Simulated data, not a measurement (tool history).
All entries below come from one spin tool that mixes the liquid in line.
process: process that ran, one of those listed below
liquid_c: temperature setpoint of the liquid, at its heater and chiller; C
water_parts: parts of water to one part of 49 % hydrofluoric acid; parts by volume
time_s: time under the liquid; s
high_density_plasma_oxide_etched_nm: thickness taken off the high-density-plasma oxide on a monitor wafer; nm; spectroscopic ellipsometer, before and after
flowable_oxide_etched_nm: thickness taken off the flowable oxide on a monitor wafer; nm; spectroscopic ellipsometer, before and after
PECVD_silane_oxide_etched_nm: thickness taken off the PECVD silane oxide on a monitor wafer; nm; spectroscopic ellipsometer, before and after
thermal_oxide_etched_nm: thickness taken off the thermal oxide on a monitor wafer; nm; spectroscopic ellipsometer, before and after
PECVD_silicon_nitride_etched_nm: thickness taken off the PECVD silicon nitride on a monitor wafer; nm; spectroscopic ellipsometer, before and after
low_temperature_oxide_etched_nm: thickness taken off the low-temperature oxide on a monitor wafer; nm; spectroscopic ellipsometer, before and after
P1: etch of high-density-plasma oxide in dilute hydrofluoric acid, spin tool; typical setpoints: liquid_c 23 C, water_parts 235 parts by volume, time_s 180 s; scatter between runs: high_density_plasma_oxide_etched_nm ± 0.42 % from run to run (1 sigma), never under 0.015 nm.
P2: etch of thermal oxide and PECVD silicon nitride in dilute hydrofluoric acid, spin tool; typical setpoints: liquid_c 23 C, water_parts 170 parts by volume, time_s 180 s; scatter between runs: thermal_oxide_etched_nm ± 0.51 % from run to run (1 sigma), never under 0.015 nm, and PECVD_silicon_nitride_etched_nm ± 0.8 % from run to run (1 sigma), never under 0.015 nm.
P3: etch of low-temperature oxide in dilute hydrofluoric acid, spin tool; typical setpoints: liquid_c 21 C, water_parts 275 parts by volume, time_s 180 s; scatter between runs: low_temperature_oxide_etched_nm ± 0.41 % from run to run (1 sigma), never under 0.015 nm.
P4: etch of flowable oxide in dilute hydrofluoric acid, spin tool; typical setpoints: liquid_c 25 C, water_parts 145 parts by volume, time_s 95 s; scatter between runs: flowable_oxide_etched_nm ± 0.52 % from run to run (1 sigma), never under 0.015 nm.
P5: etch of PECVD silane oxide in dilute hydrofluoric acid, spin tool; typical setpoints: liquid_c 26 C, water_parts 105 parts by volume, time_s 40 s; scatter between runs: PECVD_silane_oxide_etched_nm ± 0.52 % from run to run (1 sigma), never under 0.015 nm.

run	hour	process	liquid_c	water_parts	time_s	high_density_plasma_oxide_etched_nm	flowable_oxide_etched_nm	PECVD_silane_oxide_etched_nm	thermal_oxide_etched_nm	PECVD_silicon_nitride_etched_nm	low_temperature_oxide_etched_nm
1	14	P1	23	235	180	4.7762					
2	28.6	P1	27.5	235	180	5.647					
3	40.5	P1	23	235	350	9.3518					
4	52.1	P1	18.5	360	180	2.3535					
5	62.6	P4	25	145	95		38.11				
6	71.9	P5	26	105	40			6.1			
7	85.2	P5	19	105	40			4.643			
8	93.6	P2	23	170	180				4.3433	2.9577	
9	102.7	P1	23	235	180	4.8369					
10	116.2	P3	21	275	180						9.0313
11	128.9	P1	23	385	180	2.5661					
12	138.8	P5	26	70	40			9.5633			
13	147.4	P1	23	95	180	13.853					
14	153.7	P1	23	235	180	4.8516					
15	167.7	P2	23	85	180				9.5874	5.7776	
16	175	P1	23	235	180	4.8285					
17	181.3	P4	33	145	95		50.85				
18	194.1	P4	25	145	95		37.951				
19	200.7	P4	25	145	15		5.9683				
20	207.9	P4	25	250	95		19.684				
21	219.4	P1	23	235	180	4.8385					
22	229.7	P5	26	105	75			11.425			
23	241.8	P3	21	275	280						13.857
24	249	P1	23	235	180	4.8137					
25	260.5	P1	23	235	180	4.7765					
26	270.8	P1	17	235	180	3.8137					
27	283.7	P3	21	140	180						20.199
28	293.9	P2	23	170	70				1.6787	1.1406	
29	303.6	P3	17	275	180						7.7463
30	312.9	P2	17	170	180				3.4288	1.9413	
31	321.4	P1	23	235	45	1.2185					
32	331.9	P1	18	235	265	5.902					
33	343.5	P1	23	235	180	4.7545					
34	354.5	P1	23	235	180	4.7178					
35	366.2	P1	23	235	180	4.6657					
36	375.6	P1	23	235	180	4.5997					
37	388.6	P1	23	235	180	4.5953					
38	395	P1	23	235	180	4.5445					
39	405	P1	23	235	180	4.5805					
40	417.6	P1	23	235	180	4.5593					
41	428	P1	23	235	180	4.4943					
42	439.6	P1	23	235	180	4.5331					
43	449.2	P1	23	235	180	4.5362					

P1 has crept away from where it was. The log is fitted equally well by each of these 2 causes, at the sizes shown:
A: liquid colder than its thermometer reads (K) = 1.56
B: hydrofluoric acid flow below the setpoint (%) = 4.52
Onset of the creep was near hour 343.5.

Of the 4 check runs below, each run on 2 wafers with the results averaged and each result still a question mark, which one would tell the listed causes apart?
check 1	458.8	P2	23	170	180				?	?	
check 2	458.8	P5	26	105	40			?			
check 3	458.8	P4	25	145	95		?				
check 4	458.8	P3	21	275	180						?

What each check would give under each cause:
check	result	if A	if B
check 1	thermal_oxide_etched_nm	4.0952	4.1155
check 1	PECVD_silicon_nitride_etched_nm	2.6624	2.8153
check 2	PECVD_silane_oxide_etched_nm	5.7389	5.7868
check 3	flowable_oxide_etched_nm	35.805	36
check 4	low_temperature_oxide_etched_nm	8.4343	8.4279
Separation of the two closest causes in each check, using whichever result separates them best: check 1 5.58 %; check 2 0.83 %; check 3 0.54 %; check 4 0.08 %
Check 1 is the one run that separates the causes; every other check would come out nearly the same whichever cause is at work.

Running check 1 produced the following: thermal_oxide_etched_nm 4.0955 nm; PECVD_silicon_nitride_etched_nm 2.8285 nm. Which one of the listed causes fits?

Of the candidate causes, it is B: hydrofluoric acid flow below the setpoint (%).

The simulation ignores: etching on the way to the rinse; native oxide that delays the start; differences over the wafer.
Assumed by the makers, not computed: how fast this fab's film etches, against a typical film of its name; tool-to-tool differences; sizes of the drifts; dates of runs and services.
